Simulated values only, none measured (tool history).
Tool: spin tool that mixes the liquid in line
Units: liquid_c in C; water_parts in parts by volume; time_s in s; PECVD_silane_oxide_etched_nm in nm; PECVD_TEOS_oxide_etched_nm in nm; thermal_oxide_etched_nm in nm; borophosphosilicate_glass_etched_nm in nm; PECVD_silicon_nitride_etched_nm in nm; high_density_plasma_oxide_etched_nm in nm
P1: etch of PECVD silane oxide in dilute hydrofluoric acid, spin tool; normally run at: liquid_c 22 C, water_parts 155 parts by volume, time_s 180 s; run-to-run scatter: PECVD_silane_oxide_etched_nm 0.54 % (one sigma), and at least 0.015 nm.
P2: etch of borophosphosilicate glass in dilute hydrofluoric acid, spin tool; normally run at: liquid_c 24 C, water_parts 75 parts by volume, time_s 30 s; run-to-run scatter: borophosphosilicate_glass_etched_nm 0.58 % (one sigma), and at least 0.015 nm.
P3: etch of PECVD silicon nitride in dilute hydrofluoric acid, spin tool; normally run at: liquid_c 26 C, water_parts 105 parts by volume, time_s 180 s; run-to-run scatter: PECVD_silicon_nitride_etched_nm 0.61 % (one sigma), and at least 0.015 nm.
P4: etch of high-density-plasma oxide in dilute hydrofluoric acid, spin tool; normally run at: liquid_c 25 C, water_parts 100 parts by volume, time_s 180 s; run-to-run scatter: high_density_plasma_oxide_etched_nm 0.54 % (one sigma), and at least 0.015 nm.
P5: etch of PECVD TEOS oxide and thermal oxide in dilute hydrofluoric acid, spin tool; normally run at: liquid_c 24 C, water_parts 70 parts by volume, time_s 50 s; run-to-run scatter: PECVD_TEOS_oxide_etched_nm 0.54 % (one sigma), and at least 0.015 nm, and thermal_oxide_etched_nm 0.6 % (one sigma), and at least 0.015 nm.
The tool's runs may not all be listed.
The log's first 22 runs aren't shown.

run,hour,process,liquid_c,water_parts,time_s,hours since the thermometer was replaced,hours since the hydrofluoric acid flow meter was replaced,PECVD_silane_oxide_etched_nm,PECVD_TEOS_oxide_etched_nm,thermal_oxide_etched_nm,borophosphosilicate_glass_etched_nm,PECVD_silicon_nitride_etched_nm,high_density_plasma_oxide_etched_nm
23,72.7,P1,25.5,75,180,1765.6,1473.7,104.83,,,,,
24,75.1,P3,18,105,180,1768,1476.1,,,,,2.0085,
25,78.4,P1,22,55,180,1771.3,1479.4,127.45,,,,,
26,82.2,P1,17,155,180,1775.1,1483.2,32.778,,,,,
27,85.3,P1,22,155,180,1778.2,1486.3,40.052,,,,,
28,87.2,P4,25,100,180,1780.1,1488.2,,,,,,9.5062
29,91.1,P4,25,100,50,1784,1492.1,,,,,,2.662
30,94.6,P2,24,75,30,1787.5,1495.6,,,,15.528,,
31,98.2,P3,26,105,340,1791.1,1499.2,,,,,6.3955,

Run 32 comes next. What will it give?
32,101.5,P1,28,155,180,1794.4,1502.5,?,,,,,

{"run 32": {"PECVD_silane_oxide_etched_nm": 50.257}}
